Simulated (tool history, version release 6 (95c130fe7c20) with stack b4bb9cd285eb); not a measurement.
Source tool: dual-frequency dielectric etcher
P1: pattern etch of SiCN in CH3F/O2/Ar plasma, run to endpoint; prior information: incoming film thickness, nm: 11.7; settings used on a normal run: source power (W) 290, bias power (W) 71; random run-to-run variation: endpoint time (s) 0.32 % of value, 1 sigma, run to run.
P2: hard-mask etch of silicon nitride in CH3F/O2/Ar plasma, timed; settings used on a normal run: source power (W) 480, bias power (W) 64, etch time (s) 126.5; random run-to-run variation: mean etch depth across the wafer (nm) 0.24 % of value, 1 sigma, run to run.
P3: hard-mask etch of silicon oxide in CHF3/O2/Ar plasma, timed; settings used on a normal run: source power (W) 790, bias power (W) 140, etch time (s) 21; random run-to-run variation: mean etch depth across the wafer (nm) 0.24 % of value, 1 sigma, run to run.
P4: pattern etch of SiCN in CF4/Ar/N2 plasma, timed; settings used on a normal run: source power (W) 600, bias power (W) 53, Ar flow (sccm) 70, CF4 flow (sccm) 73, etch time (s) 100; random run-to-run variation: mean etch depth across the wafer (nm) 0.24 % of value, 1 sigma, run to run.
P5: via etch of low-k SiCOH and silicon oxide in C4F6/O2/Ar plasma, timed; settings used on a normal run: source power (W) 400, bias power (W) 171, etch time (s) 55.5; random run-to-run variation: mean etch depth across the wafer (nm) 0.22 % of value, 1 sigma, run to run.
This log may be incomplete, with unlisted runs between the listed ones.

run   hour  process that ran  source power (W)  bias power (W)  etch time (s)  Ar flow (sccm)  CF4 flow (sccm)  hours since the last wet clean  hours since the last source power generator calibration  hours since the last bias power generator calibration  endpoint time (s)  mean etch depth across the wafer (nm)
  1    5.4                P1               290              71                                                                           188.2                                                   3245.1                                                 2036.4              35.86
  2   15.3                P1               290              71                                                                           198.1                                                     3255                                                 2046.3             35.887
  3   23.4                P1               390              71                                                                           206.2                                                   3263.1                                                 2054.4             32.293
  4   28.1                P3               790             140           15.5                                                            210.9                                                   3267.8                                                 2059.1                                                    32.544
  5   33.4                P4               750              53            100              70               73                           216.2                                                   3273.1                                                 2064.4                                                    130.17
  6   39.1                P1               240              85                                                                           221.9                                                   3278.8                                                 2070.1             36.213
  7   46.1                P1               290              50                                                                           228.9                                                   3285.8                                                 2077.1             40.865
  8   52.1                P5               400             171           55.5                                                            234.9                                                   3291.8                                                 2083.1                                                    153.13
  9     62                P1               210              47                                                                           244.8                                                   3301.7                                                   2093              46.96
 10   70.7                P5               530             171           55.5                                                            253.5                                                   3310.4                                                 2101.7                                                    171.15
 11   77.8                P4               600              53            100              70               73                           260.6                                                   3317.5                                                 2108.8                                                    106.15
 12   82.3                P4               600              53            100              47               73                           265.1                                                     3322                                                 2113.3                                                    112.44
 13   88.9                P3               940             140             21                                                            271.7                                                   3328.6                                                 2119.9                                                    47.268
 14   97.3                P4               600              67            100              70               73                           280.1                                                     3337                                                 2128.3                                                    114.17
 15  104.5                P3               790             181             21                                                            287.3                                                   3344.2                                                 2135.5                                                      47.8
 16  113.9                P1               290              71                                                                           296.7                                                   3353.6                                                 2144.9             36.049
 17  123.7                P1               190              71                                                                           306.5                                                   3363.4                                                 2154.7             42.044
 18  131.1                P2               480              51          126.5                                                            313.9                                                   3370.8                                                 2162.1                                                    84.123
 19  136.5                P1               290              71                                                                           319.3                                                   3376.2                                                 2167.5             36.053
 20  146.7                P1               290              97                                                                           329.5                                                   3386.4                                                 2177.7             32.173
 21    152                P2               480              64            181                                                            334.8                                                   3391.7                                                   2183                                                    130.14
 22  159.4                P2               610              64          126.5                                                            342.2                                                   3399.1                                                 2190.4                                                    99.183
 23  166.8                P4               600              53           58.5              70               73                           349.6                                                   3406.5                                                 2197.8                                                     61.96
 24  176.5                P5               400             226           55.5                                                            359.3                                                   3416.2                                                 2207.5                                                     167.4
 25  184.3                P3               790             140             21                                                            367.1                                                     3424                                                 2215.3                                                    43.878
 26  193.7                P4               600              53            100              70               51                           376.5                                                   3433.4                                                 2224.7                                                    100.86
 27    199                P5               400             171           55.5                                                            381.8                                                   3438.7                                                   2230                                                    153.33
 28  207.9                P2               480              64          126.5                                                            390.7                                                   3447.6                                                 2238.9                                                    90.713
 29  213.6                P5               400             171             70                                                            396.4                                                   3453.3                                                 2244.6                                                    192.63
 30  221.1                P1               290              71                                                                           403.9                                                   3460.8                                                 2252.1             36.143
 31  229.7                P1               290              71                                                                           412.5                                                   3469.4                                                 2260.7             36.307
 32  239.1                P1               290              71                                                                           421.9                                                   3478.8                                                 2270.1             36.585
 33  244.9                P1               290              71                                                                           427.7                                                   3484.6                                                 2275.9             36.476
     248.5  -- wet clean of the chamber
 34  253.2                P1               290              71                                                                             4.7                                                   3492.9                                                 2284.2             36.614
 35  258.3                P1               290              71                                                                             9.8                                                     3498                                                 2289.3             36.524
 36    267                P1               290              71                                                                            18.5                                                   3506.7                                                   2298             36.523
 37  276.7                P1               290              71                                                                            28.2                                                   3516.4                                                 2307.7             36.648
 38    287                P1               290              71                                                                            38.5                                                   3526.7                                                   2318             36.607
 39  291.7                P1               290              71                                                                            43.2                                                   3531.4                                                 2322.7             36.484

What P1 gives has crept away from where it was. These 2 causes fit the log equally well, each at the size given:
A: source power that arrives under what is set, % = 4.16
B: bias power that arrives under what is set, % = 4.32
The drift started at roughly hour 221.1.
Ruled out, with reasons:
chamber walls in a state that lowers the etch rate, %: its service at hour 248.5 followed the start of the drift and did not put the process back to its old value

Of the 4 check runs listed below, each run on one wafer and each result written as a question mark, which would let you distinguish the listed causes because they would give clearly different results?
check 1  296.4                P5               400             171           55.5                                                                                                                                                                                                                                          ?
check 2  296.4                P2               480              64          126.5                                                                                                                                                                                                                                          ?
check 3  296.4                P3               790             140             21                                                                                                                                                                                                                                          ?
check 4  296.4                P4               600              53            100              70               73                                                                                                                                                                                                         ?

Outcome of each check run for each possible cause:
  check                                 result    if A    if B
check 1  mean etch depth across the wafer (nm)  150.63  151.06
check 2  mean etch depth across the wafer (nm)  89.073  89.239
check 3  mean etch depth across the wafer (nm)  43.376  43.502
check 4  mean etch depth across the wafer (nm)  102.62  105.22
Separation of the two closest causes in each check, using whichever result separates them best: check 1 0.29 %; check 2 0.19 %; check 3 0.29 %; check 4 2.5 %
The other checks would show nearly matching results whichever cause is true, so check 4 is the only one that separates the causes.

The results of check 4 are: mean etch depth across the wafer (nm) 102.27. Based on these, which of the listed causes is it?

The correct cause is A, namely: source power that arrives under what is set, %.

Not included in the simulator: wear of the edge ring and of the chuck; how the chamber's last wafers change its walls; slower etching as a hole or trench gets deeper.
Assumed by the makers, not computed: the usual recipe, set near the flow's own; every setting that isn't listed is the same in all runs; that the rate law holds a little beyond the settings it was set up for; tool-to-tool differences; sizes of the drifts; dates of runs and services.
